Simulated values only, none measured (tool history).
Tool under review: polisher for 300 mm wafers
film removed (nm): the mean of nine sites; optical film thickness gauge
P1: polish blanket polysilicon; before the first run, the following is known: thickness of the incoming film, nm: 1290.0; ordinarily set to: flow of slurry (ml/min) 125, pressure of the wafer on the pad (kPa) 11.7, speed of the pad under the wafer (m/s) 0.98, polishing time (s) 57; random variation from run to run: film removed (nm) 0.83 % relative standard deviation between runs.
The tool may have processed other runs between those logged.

| run | hour | flow of slurry (ml/min) | pressure of the wafer on the pad (kPa) | speed of the pad under the wafer (m/s) | polishing time (s) | wafers polished on this pad | hours since the slurry nozzle was cleaned | hours since the head pressure was calibrated | film removed (nm) |
|---|---|---|---|---|---|---|---|---|---|
| 1 | 15.7 | 125 | 11.7 | 0.98 | 57 | 604 | 139.0 | 337.8 | 251.08 |
| 2 | 26.8 | 125 | 11.7 | 0.98 | 57 | 706 | 150.1 | 348.9 | 254.25 |
| 3 | 42.1 | 125 | 7.6 | 0.98 | 57 | 845 | 165.4 | 364.2 | 163.23 |
| 4 | 54.2 | 125 | 11.7 | 0.46 | 57 | 955 | 177.5 | 376.3 | 119.25 |
| 5 | 61.2 | 125 | 11.7 | 1.46 | 57 | 1019 | 184.5 | 383.3 | 376.91 |
| 6 | 73.8 | 175 | 11.7 | 0.98 | 57 | 1134 | 197.1 | 395.9 | 264.81 |
| 7 | 84.2 | 75 | 11.7 | 0.98 | 57 | 1229 | 207.5 | 406.3 | 221.69 |
| 8 | 92.6 | 125 | 16.5 | 0.98 | 57 | 1306 | 215.9 | 414.7 | 348.65 |
| 9 | 101.9 | 125 | 11.7 | 0.98 | 78 | 1390 | 225.2 | 424.0 | 341.74 |
| 10 | 111.3 | 125 | 11.7 | 0.98 | 57 | 1476 | 234.6 | 433.4 | 250.69 |
| 11 | 118.6 | 125 | 11.7 | 0.98 | 26 | 1543 | 241.9 | 440.7 | 114.68 |
| 12 | 125.9 | 125 | 11.7 | 0.98 | 57 | 1609 | 249.2 | 448.0 | 248.02 |
| 13 | 140.8 | 125 | 17.9 | 0.98 | 42 | 1745 | 264.1 | 462.9 | 283.68 |

For run 14, what comes out?
| 14 | 154.2 | 125 | 11.7 | 0.98 | 57 | 1867 | 277.5 | 476.3 | ? |

film removed (nm): 252.25

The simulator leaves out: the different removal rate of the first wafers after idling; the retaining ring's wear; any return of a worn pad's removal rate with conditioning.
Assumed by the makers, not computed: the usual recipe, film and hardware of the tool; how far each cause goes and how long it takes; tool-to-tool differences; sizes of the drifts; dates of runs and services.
